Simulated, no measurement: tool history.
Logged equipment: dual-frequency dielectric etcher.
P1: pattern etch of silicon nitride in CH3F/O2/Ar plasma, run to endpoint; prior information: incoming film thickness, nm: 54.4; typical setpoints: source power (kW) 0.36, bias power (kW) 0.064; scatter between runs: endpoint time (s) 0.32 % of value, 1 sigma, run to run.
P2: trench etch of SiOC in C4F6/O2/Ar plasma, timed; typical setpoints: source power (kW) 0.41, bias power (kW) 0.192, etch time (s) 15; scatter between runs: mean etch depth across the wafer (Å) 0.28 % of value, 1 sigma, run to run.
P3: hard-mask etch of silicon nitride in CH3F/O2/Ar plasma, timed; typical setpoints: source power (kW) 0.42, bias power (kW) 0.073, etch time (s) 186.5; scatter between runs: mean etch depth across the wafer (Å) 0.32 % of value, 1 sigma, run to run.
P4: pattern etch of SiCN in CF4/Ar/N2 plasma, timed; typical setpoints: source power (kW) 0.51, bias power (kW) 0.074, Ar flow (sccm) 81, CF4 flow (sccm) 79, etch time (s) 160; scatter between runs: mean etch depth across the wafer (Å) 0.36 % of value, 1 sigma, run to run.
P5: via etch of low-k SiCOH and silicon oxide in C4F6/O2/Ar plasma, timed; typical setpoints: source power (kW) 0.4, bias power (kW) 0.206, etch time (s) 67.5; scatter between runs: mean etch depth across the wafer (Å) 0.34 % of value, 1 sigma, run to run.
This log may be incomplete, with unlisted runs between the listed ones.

| run | hour | process that ran | source power (kW) | bias power (kW) | etch time (s) | Ar flow (sccm) | CF4 flow (sccm) | endpoint time (s) | mean etch depth across the wafer (Å) |
|---|---|---|---|---|---|---|---|---|---|
| 1 | 10.2 | P1 | 0.36 | 0.064 |  |  |  | 85.853 |  |
| 2 | 17.8 | P2 | 0.41 | 0.192 | 15 |  |  |  | 317.39 |
| 3 | 25.4 | P4 | 0.51 | 0.074 | 160 | 81 | 54 |  | 1546.7 |
|  | 32.6 | bias power generator calibrated |
| 4 | 34.6 | P1 | 0.36 | 0.064 |  |  |  | 85.217 |  |
| 5 | 44.3 | P2 | 0.51 | 0.192 | 15 |  |  |  | 345.61 |
| 6 | 52.2 | P2 | 0.41 | 0.192 | 15 |  |  |  | 316.11 |
| 7 | 60.8 | P4 | 0.62 | 0.074 | 160 | 81 | 79 |  | 1944.4 |
| 8 | 69.4 | P1 | 0.36 | 0.064 |  |  |  | 85.046 |  |
| 9 | 78.2 | P1 | 0.25 | 0.064 |  |  |  | 98.281 |  |
| 10 | 83.3 | P3 | 0.42 | 0.073 | 186.5 |  |  |  | 1284.3 |
| 11 | 91.7 | P1 | 0.36 | 0.064 |  |  |  | 85.387 |  |
| 12 | 96.1 | P2 | 0.41 | 0.192 | 11.5 |  |  |  | 243.17 |
| 13 | 101.3 | P4 | 0.51 | 0.074 | 160 | 61 | 79 |  | 1698.4 |
| 14 | 106.2 | P2 | 0.41 | 0.264 | 15 |  |  |  | 354.46 |
| 15 | 115.6 | P3 | 0.42 | 0.073 | 186.5 |  |  |  | 1290.7 |
| 16 | 123.1 | P5 | 0.4 | 0.206 | 67.5 |  |  |  | 1849.6 |
| 17 | 128.2 | P1 | 0.49 | 0.053 |  |  |  | 80.826 |  |
| 18 | 135.4 | P3 | 0.42 | 0.09 | 186.5 |  |  |  | 1379.3 |
| 19 | 142.5 | P4 | 0.51 | 0.074 | 160 | 81 | 79 |  | 1640.2 |
| 20 | 151.6 | P5 | 0.4 | 0.206 | 38 |  |  |  | 1034.5 |
| 21 | 159.6 | P1 | 0.36 | 0.064 |  |  |  | 86.247 |  |
| 22 | 164.1 | P5 | 0.4 | 0.206 | 67.5 |  |  |  | 1837.2 |
| 23 | 173.9 | P1 | 0.43 | 0.064 |  |  |  | 79.934 |  |
| 24 | 179.1 | P1 | 0.36 | 0.046 |  |  |  | 95.528 |  |
| 25 | 185.5 | P5 | 0.31 | 0.206 | 67.5 |  |  |  | 1658.3 |
| 26 | 194.6 | P5 | 0.4 | 0.137 | 67.5 |  |  |  | 1627.8 |
| 27 | 200 | P4 | 0.51 | 0.053 | 160 | 81 | 79 |  | 1475.2 |
| 28 | 205.2 | P1 | 0.36 | 0.088 |  |  |  | 76.489 |  |
| 29 | 214.7 | P1 | 0.36 | 0.064 |  |  |  | 85.99 |  |
| 30 | 221.3 | P1 | 0.5 | 0.053 |  |  |  | 80.459 |  |
| 31 | 226.9 | P3 | 0.25 | 0.073 | 186.5 |  |  |  | 1063 |
| 32 | 233.9 | P3 | 0.42 | 0.073 | 232.5 |  |  |  | 1607.4 |
| 33 | 244.1 | P4 | 0.51 | 0.074 | 211 | 81 | 79 |  | 2148.9 |
| 34 | 253 | P1 | 0.36 | 0.064 |  |  |  | 85.526 |  |
| 35 | 259.9 | P1 | 0.36 | 0.064 |  |  |  | 86.008 |  |
| 36 | 266.9 | P1 | 0.36 | 0.064 |  |  |  | 86.377 |  |
| 37 | 274 | P1 | 0.36 | 0.064 |  |  |  | 86.212 |  |
| 38 | 278.7 | P1 | 0.36 | 0.064 |  |  |  | 86.483 |  |
| 39 | 287.6 | P1 | 0.36 | 0.064 |  |  |  | 86.556 |  |
| 40 | 294.6 | P1 | 0.36 | 0.064 |  |  |  | 86.642 |  |
|  | 296.7 | wet clean of the chamber |
| 41 | 299.3 | P1 | 0.36 | 0.064 |  |  |  | 87.084 |  |
| 42 | 307.6 | P1 | 0.36 | 0.064 |  |  |  | 86.71 |  |
| 43 | 315.3 | P1 | 0.36 | 0.064 |  |  |  | 86.729 |  |
| 44 | 320.2 | P1 | 0.36 | 0.064 |  |  |  | 86.864 |  |

What P1 gives has crept off from where it sat before. The 2 causes that follow fit the log equally well, each at the size noted:
A: bias power that arrives under what is set, % = 4.73
B: source power that arrives under what is set, % = 4.17
The onset of the drift is placed at about hour 253.
Why every other cause is out:
chamber walls in a state that lowers the etch rate, %: was serviced at hour 296.7, once the creep was under way, yet the earlier output never came back

Consider the 4 check runs below, whose results appear as question marks and each of which averages 2 wafers. Which one distinguishes the causes, in that each cause would give it a clearly different result?
| check 1 | 325.1 | P2 | 0.41 | 0.192 | 15 |  |  |  | ? |
| check 2 | 325.1 | P5 | 0.4 | 0.206 | 67.5 |  |  |  | ? |
| check 3 | 325.1 | P4 | 0.51 | 0.074 | 160 | 81 | 79 |  | ? |
| check 4 | 325.1 | P3 | 0.42 | 0.073 | 186.5 |  |  |  | ? |

What every check run would give for each of its results, assuming each possible cause in turn:
| check | result | if A | if B |
|---|---|---|---|
| check 1 | mean etch depth across the wafer (Å) | 312.09 | 311.76 |
| check 2 | mean etch depth across the wafer (Å) | 1814.4 | 1813 |
| check 3 | mean etch depth across the wafer (Å) | 1611.6 | 1576.9 |
| check 4 | mean etch depth across the wafer (Å) | 1266.7 | 1267.2 |
Minimum pairwise separation of causes per check, each pair taken at its best-separating result: check 1 0.11 %; check 2 0.08 %; check 3 2.18 %; check 4 0.04 %
Check 3 tells the causes apart: in the others they would give nearly the same result.

Then check 3 was run and gave: mean etch depth across the wafer (Å) 1611.6. Which cause is it?

It was cause A: bias power that arrives under what is set, %.
